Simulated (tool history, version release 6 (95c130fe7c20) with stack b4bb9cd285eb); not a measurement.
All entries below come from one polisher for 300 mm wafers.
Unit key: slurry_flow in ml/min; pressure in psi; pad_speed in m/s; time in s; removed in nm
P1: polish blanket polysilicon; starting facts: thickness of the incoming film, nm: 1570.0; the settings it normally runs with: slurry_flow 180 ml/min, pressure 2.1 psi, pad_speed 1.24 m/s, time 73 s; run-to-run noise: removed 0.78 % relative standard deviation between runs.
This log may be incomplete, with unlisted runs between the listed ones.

run   hour  slurry_flow  pressure  pad_speed  time  wafers polished on this pad  hours since the slurry nozzle was cleaned  hours since the head pressure was calibrated  removed
  1    7.8          180       2.1       1.24    73                          887                                      167.5                                         319.5   531.32
  2   21.1          275       2.1       1.24    73                          969                                      180.8                                         332.8    547.7
  3     36          180       3.2       1.24    73                         1061                                      195.7                                         347.7   800.58
  4   44.9          180       2.1       1.24    34                         1116                                      204.6                                         356.6   244.97
  5   58.7          180       2.1       1.88    73                         1201                                      218.4                                         370.4   793.54
  6   66.7          180       2.1       0.72    73                         1250                                      226.4                                         378.4   305.08
  7   83.3          180       2.1       1.24    73                         1353                                        243                                           395    530.7
  8   93.3          180       2.1       1.24    73                         1415                                        253                                           405   533.75
  9  110.3          250       2.1       1.78    73                         1520                                        270                                           422   796.76
 10    119          180       2.1       1.24    73                         1573                                      278.7                                         430.7   534.02
 11    127          180       1.1       1.24    73                         1623                                      286.7                                         438.7   280.34
 12  136.6          180         3       1.94    73                         1682                                      296.3                                         448.3   1200.6
 13  153.8          110       2.1       1.24    73                         1788                                      313.5                                         465.5    473.5
 14  167.2          180       2.1       1.24   112                         1871                                      326.9                                         478.9   809.36
 15    179          180       2.1       1.24    73                         1944                                      338.7                                         490.7   527.87
 16  187.1          180       2.1       1.24    73                         1994                                      346.8                                         498.8   533.12
 17    200          180       2.1       1.24    73                         2073                                      359.7                                         511.7   519.36
 18  215.9          180       2.1       1.24    73                         2171                                      375.6                                         527.6   506.64
 19  231.7          180       2.1       1.24    73                         2269                                      391.4                                         543.4   493.67
     243.8  -- worn pad replaced by a new one
 20  247.5          180       2.1       1.24    73                           23                                      407.2                                         559.2    488.2
 21  255.4          180       2.1       1.24    73                           71                                      415.1                                         567.1   491.24
 22  270.5          180       2.1       1.24    73                          165                                      430.2                                         582.2   489.63

Run 23 has not been measured yet. What should we expect?
 23  283.8          180       2.1       1.24    73                          247                                      443.5                                         595.5        ?

removed: 485.18 nm

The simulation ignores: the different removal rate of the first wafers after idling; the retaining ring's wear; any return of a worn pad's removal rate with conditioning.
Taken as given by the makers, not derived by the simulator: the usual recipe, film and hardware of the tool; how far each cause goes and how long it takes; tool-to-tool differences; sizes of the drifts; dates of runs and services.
